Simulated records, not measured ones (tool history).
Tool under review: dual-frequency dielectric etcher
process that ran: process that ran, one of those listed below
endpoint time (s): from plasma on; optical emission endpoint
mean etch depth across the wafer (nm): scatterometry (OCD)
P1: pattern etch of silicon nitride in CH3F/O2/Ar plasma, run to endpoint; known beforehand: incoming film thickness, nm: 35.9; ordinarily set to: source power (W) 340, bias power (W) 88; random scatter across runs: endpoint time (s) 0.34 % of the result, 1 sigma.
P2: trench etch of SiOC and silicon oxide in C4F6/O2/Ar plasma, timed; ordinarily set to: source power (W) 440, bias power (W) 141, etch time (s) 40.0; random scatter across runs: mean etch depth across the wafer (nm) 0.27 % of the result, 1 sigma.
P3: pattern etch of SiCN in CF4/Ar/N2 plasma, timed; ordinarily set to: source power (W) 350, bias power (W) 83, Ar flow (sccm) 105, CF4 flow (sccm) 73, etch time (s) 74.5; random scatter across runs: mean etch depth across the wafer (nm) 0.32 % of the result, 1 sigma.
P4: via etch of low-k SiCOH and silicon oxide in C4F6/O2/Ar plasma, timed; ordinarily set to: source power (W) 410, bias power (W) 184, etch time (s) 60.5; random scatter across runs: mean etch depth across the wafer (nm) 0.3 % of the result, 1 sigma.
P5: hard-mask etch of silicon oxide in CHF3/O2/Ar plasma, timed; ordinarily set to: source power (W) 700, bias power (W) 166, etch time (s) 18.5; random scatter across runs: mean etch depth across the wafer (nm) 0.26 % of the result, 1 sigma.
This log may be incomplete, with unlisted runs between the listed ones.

run	hour	process that ran	source power (W)	bias power (W)	Ar flow (sccm)	CF4 flow (sccm)	etch time (s)	endpoint time (s)	mean etch depth across the wafer (nm)
1	5.9	P1	340	88				52.212	
2	13.0	P1	250	88				58.399	
3	22.0	P1	340	58				59.974	
4	28.9	P3	350	83	135	73	74.5		51.976
5	37.1	P2	270	141			40.0		61.681
6	44.3	P2	440	102			40.0		68.248
7	49.9	P5	700	166			18.5		37.468
8	55.8	P1	340	88				52.039	
9	61.2	P3	350	83	105	57	74.5		52.059
10	67.4	P1	340	88				51.651	
11	77.2	P5	700	209			18.5		40.479
12	84.5	P3	350	83	105	73	74.5		53.899
13	95.4	P4	410	246			60.5		181.450
14	101.2	P1	460	119				41.511	
15	110.3	P4	250	184			60.5		135.470
16	119.8	P1	410	88				48.586	
17	125.2	P1	340	125				45.429	
18	132.5	P1	270	112				51.425	
19	139.4	P4	410	184			33.5		91.169
20	150.1	P3	350	83	105	73	74.5		54.067
21	160.2	P4	410	184			60.5		165.850
22	168.8	P3	350	117	105	73	74.5		61.208
23	179.1	P5	490	166			18.5		32.674
24	185.8	P2	440	141			50.0		93.584
25	192.9	P3	350	83	105	73	56.0		40.776
26	200.7	P1	340	88				51.938	
27	205.6	P3	480	83	105	73	74.5		70.837
28	212.4	P5	700	166			18.5		37.495
29	218.7	P5	700	166			23.0		46.540
30	229.8	P2	440	141			40.0		75.103
31	240.9	P1	260	113				52.669	
32	248.1	P1	340	88				52.031	
33	253.5	P1	340	88				52.507	
34	260.9	P1	340	88				52.213	
35	269.5	P1	340	88				52.606	
36	274.5	P1	340	88				52.641	
37	283.0	P1	340	88				52.701	
38	289.3	P1	340	88				53.070	
39	297.4	P1	340	88				52.466	
# hour 302.6: wet clean of the chamber
40	306.0	P1	340	88				52.787	
41	313.5	P1	340	88				52.491	
42	322.3	P1	340	88				52.546	

Something has made what P1 gives creep away from where it was; the 2 causes below, each at its own stated size, fit the log equally well:
A: source power that arrives under what is set, % = 4.49
B: bias power that arrives under what is set, % = 4.65
The drift started at roughly hour 248.1.
Every other cause this tool's parts could produce, and why it does not fit the log:
chamber walls in a state that lowers the etch rate, %: serviced at hour 302.6, after the change had begun; the process did not return to its earlier output

Question marks stand in for the results of the 4 check runs listed below, each run on one wafer. Under which run would the listed causes show clearly different results?
check 1	331.1	P5	700	166			18.5		?
check 2	331.1	P3	350	83	105	73	74.5		?
check 3	331.1	P2	440	141			40.0		?
check 4	331.1	P4	410	184			60.5		?

Outcome of each check run for each possible cause:
check	result	if A	if B
check 1	mean etch depth across the wafer (nm)	36.772	36.854
check 2	mean etch depth across the wafer (nm)	51.782	52.981
check 3	mean etch depth across the wafer (nm)	73.458	73.762
check 4	mean etch depth across the wafer (nm)	161.760	162.220
Smallest distance between any two causes, each pair judged by its most separating result, in per cent: check 1 0.22 %; check 2 2.29 %; check 3 0.41 %; check 4 0.29 %
Only check 2 tells the causes apart: in the others they would give nearly the same result.

Check 2 was carried out, with these results: mean etch depth across the wafer (nm) 51.941. Which of the listed causes is responsible?

The correct cause is A, namely: source power that arrives under what is set, %.
